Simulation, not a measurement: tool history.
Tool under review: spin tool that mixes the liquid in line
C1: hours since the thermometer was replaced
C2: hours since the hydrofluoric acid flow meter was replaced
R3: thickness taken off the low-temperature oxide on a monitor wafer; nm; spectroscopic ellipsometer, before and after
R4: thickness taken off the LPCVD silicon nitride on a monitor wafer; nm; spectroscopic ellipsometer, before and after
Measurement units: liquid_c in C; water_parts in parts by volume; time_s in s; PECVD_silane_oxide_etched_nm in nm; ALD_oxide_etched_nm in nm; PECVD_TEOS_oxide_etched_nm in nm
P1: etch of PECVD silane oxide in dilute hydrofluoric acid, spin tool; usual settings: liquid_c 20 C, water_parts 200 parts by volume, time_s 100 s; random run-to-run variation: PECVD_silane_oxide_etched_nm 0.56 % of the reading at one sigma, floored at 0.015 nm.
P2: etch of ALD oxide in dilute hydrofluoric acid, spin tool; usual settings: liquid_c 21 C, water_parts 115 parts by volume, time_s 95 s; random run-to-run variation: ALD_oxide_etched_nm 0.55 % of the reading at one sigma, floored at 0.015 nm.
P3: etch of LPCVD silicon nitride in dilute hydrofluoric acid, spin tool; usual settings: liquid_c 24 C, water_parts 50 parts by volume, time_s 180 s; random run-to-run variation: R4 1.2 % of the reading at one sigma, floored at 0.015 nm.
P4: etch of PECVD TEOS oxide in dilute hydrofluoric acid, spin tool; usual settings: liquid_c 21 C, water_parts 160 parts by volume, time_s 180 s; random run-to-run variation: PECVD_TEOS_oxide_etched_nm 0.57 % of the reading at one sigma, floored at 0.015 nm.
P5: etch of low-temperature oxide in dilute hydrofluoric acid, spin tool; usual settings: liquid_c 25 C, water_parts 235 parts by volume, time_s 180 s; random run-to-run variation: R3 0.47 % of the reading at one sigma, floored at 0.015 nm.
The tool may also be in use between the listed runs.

{"run": 1, "hour": 8.5, "process": "P1", "liquid_c": 20, "water_parts": 200, "time_s": 100, "C1": 191, "C2": 882.7, "PECVD_silane_oxide_etched_nm": 6.1961}
{"run": 2, "hour": 14.3, "process": "P1", "liquid_c": 20, "water_parts": 200, "time_s": 100, "C1": 196.8, "C2": 888.5, "PECVD_silane_oxide_etched_nm": 6.2641}
{"run": 3, "hour": 21.3, "process": "P2", "liquid_c": 21, "water_parts": 115, "time_s": 175, "C1": 203.8, "C2": 895.5, "ALD_oxide_etched_nm": 16.109}
{"run": 4, "hour": 30.2, "process": "P1", "liquid_c": 20, "water_parts": 200, "time_s": 100, "C1": 212.7, "C2": 904.4, "PECVD_silane_oxide_etched_nm": 6.2476}
{"run": 5, "hour": 37.2, "process": "P5", "liquid_c": 25, "water_parts": 235, "time_s": 180, "C1": 219.7, "C2": 911.4, "R3": 7.1651}
{"run": 6, "hour": 45.0, "process": "P5", "liquid_c": 25, "water_parts": 235, "time_s": 180, "C1": 227.5, "C2": 919.2, "R3": 7.2547}
{"run": 7, "hour": 54.5, "process": "P3", "liquid_c": 24, "water_parts": 50, "time_s": 180, "C1": 237, "C2": 928.7, "R4": 1.8392}
{"run": 8, "hour": 61.4, "process": "P1", "liquid_c": 26.5, "water_parts": 200, "time_s": 100, "C1": 243.9, "C2": 935.6, "PECVD_silane_oxide_etched_nm": 7.969}
{"run": 9, "hour": 67.5, "process": "P4", "liquid_c": 17, "water_parts": 160, "time_s": 180, "C1": 250, "C2": 941.7, "PECVD_TEOS_oxide_etched_nm": 11.749}
{"run": 10, "hour": 76.9, "process": "P1", "liquid_c": 20, "water_parts": 200, "time_s": 100, "C1": 259.4, "C2": 951.1, "PECVD_silane_oxide_etched_nm": 6.289}
{"run": 11, "hour": 86.3, "process": "P4", "liquid_c": 21, "water_parts": 160, "time_s": 15, "C1": 268.8, "C2": 960.5, "PECVD_TEOS_oxide_etched_nm": 1.1662}
{"run": 12, "hour": 93.1, "process": "P1", "liquid_c": 20, "water_parts": 200, "time_s": 100, "C1": 275.6, "C2": 967.3, "PECVD_silane_oxide_etched_nm": 6.2169}
{"run": 13, "hour": 99.8, "process": "P2", "liquid_c": 21, "water_parts": 115, "time_s": 95, "C1": 282.3, "C2": 974, "ALD_oxide_etched_nm": 8.7396}
{"run": 14, "hour": 105.1, "process": "P2", "liquid_c": 21, "water_parts": 190, "time_s": 95, "C1": 287.6, "C2": 979.3, "ALD_oxide_etched_nm": 4.8033}
{"run": 15, "hour": 110.1, "process": "P1", "liquid_c": 20, "water_parts": 350, "time_s": 175, "C1": 292.6, "C2": 984.3, "PECVD_silane_oxide_etched_nm": 5.4034}
{"run": 16, "hour": 114.4, "process": "P3", "liquid_c": 24, "water_parts": 50, "time_s": 15, "C1": 296.9, "C2": 988.6, "R4": 0.19148}
{"run": 17, "hour": 121.8, "process": "P1", "liquid_c": 20, "water_parts": 200, "time_s": 165, "C1": 304.3, "C2": 996, "PECVD_silane_oxide_etched_nm": 10.425}
{"run": 18, "hour": 128.8, "process": "P1", "liquid_c": 20, "water_parts": 200, "time_s": 20, "C1": 311.3, "C2": 1003, "PECVD_silane_oxide_etched_nm": 1.235}
{"run": 19, "hour": 133.1, "process": "P1", "liquid_c": 20, "water_parts": 365, "time_s": 100, "C1": 315.6, "C2": 1007.3, "PECVD_silane_oxide_etched_nm": 2.9319}
{"run": 20, "hour": 138.4, "process": "P4", "liquid_c": 21, "water_parts": 160, "time_s": 180, "C1": 320.9, "C2": 1012.6, "PECVD_TEOS_oxide_etched_nm": 13.777}
{"run": 21, "hour": 144.2, "process": "P4", "liquid_c": 21, "water_parts": 270, "time_s": 180, "C1": 326.7, "C2": 1018.4, "PECVD_TEOS_oxide_etched_nm": 7.3315}
{"run": 22, "hour": 150.9, "process": "P1", "liquid_c": 23.5, "water_parts": 200, "time_s": 20, "C1": 333.4, "C2": 1025.1, "PECVD_silane_oxide_etched_nm": 1.4192}
{"run": 23, "hour": 157.5, "process": "P5", "liquid_c": 25, "water_parts": 130, "time_s": 180, "C1": 340, "C2": 1031.7, "R3": 14.633}
{"run": 24, "hour": 165.5, "process": "P2", "liquid_c": 26.5, "water_parts": 115, "time_s": 95, "C1": 348, "C2": 1039.7, "ALD_oxide_etched_nm": 10.785}
{"run": 25, "hour": 173.0, "process": "P1", "liquid_c": 20, "water_parts": 200, "time_s": 100, "C1": 355.5, "C2": 1047.2, "PECVD_silane_oxide_etched_nm": 6.2454}
{"run": 26, "hour": 180.5, "process": "P4", "liquid_c": 21, "water_parts": 160, "time_s": 180, "C1": 363, "C2": 1054.7, "PECVD_TEOS_oxide_etched_nm": 13.746}
{"run": 27, "hour": 186.1, "process": "P5", "liquid_c": 20, "water_parts": 235, "time_s": 180, "C1": 368.6, "C2": 1060.3, "R3": 6.0354}
{"run": 28, "hour": 191.8, "process": "P1", "liquid_c": 17, "water_parts": 200, "time_s": 100, "C1": 374.3, "C2": 1066, "PECVD_silane_oxide_etched_nm": 5.5296}
{"run": 29, "hour": 197.0, "process": "P3", "liquid_c": 17, "water_parts": 50, "time_s": 180, "C1": 379.5, "C2": 1071.2, "R4": 1.1297}
{"run": 30, "hour": 201.3, "process": "P3", "liquid_c": 24, "water_parts": 20, "time_s": 180, "C1": 383.8, "C2": 1075.5, "R4": 4.4797}
{"run": 31, "hour": 206.2, "process": "P1", "liquid_c": 20, "water_parts": 95, "time_s": 100, "C1": 388.7, "C2": 1080.4, "PECVD_silane_oxide_etched_nm": 14.661}
{"run": 32, "hour": 212.0, "process": "P5", "liquid_c": 25, "water_parts": 235, "time_s": 335, "C1": 394.5, "C2": 1086.2, "R3": 13.316}
{"run": 33, "hour": 217.4, "process": "P1", "liquid_c": 20, "water_parts": 200, "time_s": 100, "C1": 399.9, "C2": 1091.6, "PECVD_silane_oxide_etched_nm": 6.2132}
{"run": 34, "hour": 224.5, "process": "P1", "liquid_c": 20, "water_parts": 200, "time_s": 100, "C1": 407, "C2": 1098.7, "PECVD_silane_oxide_etched_nm": 5.9847}
{"run": 35, "hour": 230.5, "process": "P1", "liquid_c": 20, "water_parts": 200, "time_s": 100, "C1": 413, "C2": 1104.7, "PECVD_silane_oxide_etched_nm": 5.881}
{"run": 36, "hour": 239.2, "process": "P1", "liquid_c": 20, "water_parts": 200, "time_s": 100, "C1": 421.7, "C2": 1113.4, "PECVD_silane_oxide_etched_nm": 5.7693}
{"run": 37, "hour": 246.5, "process": "P1", "liquid_c": 20, "water_parts": 200, "time_s": 100, "C1": 429, "C2": 1120.7, "PECVD_silane_oxide_etched_nm": 5.7891}
{"run": 38, "hour": 255.7, "process": "P1", "liquid_c": 20, "water_parts": 200, "time_s": 100, "C1": 438.2, "C2": 1129.9, "PECVD_silane_oxide_etched_nm": 5.7498}
{"run": 39, "hour": 264.5, "process": "P1", "liquid_c": 20, "water_parts": 200, "time_s": 100, "C1": 447, "C2": 1138.7, "PECVD_silane_oxide_etched_nm": 5.7407}

The output of P1 has drifted from where it used to be. Each of the 2 causes below, taken at the size shown beside it, accounts for the log equally well:
A: liquid colder than its thermometer reads (K) = 2.17
B: hydrofluoric acid flow below the setpoint (%) = 6.79
The process output started creeping at around hour 217.4.

4 check runs are offered, each on 3 wafers whose results are averaged, their results left as question marks. Which one tells the causes apart?
{"run": "check 1", "hour": 273.3, "process": "P3", "liquid_c": 24, "water_parts": 50, "time_s": 115, "R4": "?"}
{"run": "check 2", "hour": 273.3, "process": "P4", "liquid_c": 21, "water_parts": 230, "time_s": 30, "PECVD_TEOS_oxide_etched_nm": "?"}
{"run": "check 3", "hour": 273.3, "process": "P2", "liquid_c": 21, "water_parts": 175, "time_s": 150, "ALD_oxide_etched_nm": "?"}
{"run": "check 4", "hour": 273.3, "process": "P5", "liquid_c": 25, "water_parts": 150, "time_s": 180, "R3": "?"}

If the cause were each of the candidates in turn, the checks would give the following:
check=check_1 result=R4 if_A=1.018 if_B=1.1014
check=check_2 result=PECVD_TEOS_oxide_etched_nm if_A=1.3731 if_B=1.3676
check=check_3 result=ALD_oxide_etched_nm if_A=7.7805 if_B=7.794
check=check_4 result=R3 if_A=11.45 if_B=11.45
Distance between the nearest two causes, measured in the result of the check that separates them most: check 1 7.87 %; check 2 0.4 %; check 3 0.17 %; check 4 0 %
Check 1 is the one run that separates the causes; every other check would come out nearly the same whichever cause is at work.

Here is what check 1 returned: R4 1.0178 nm. Which cause is it?

It was cause A: liquid colder than its thermometer reads (K).
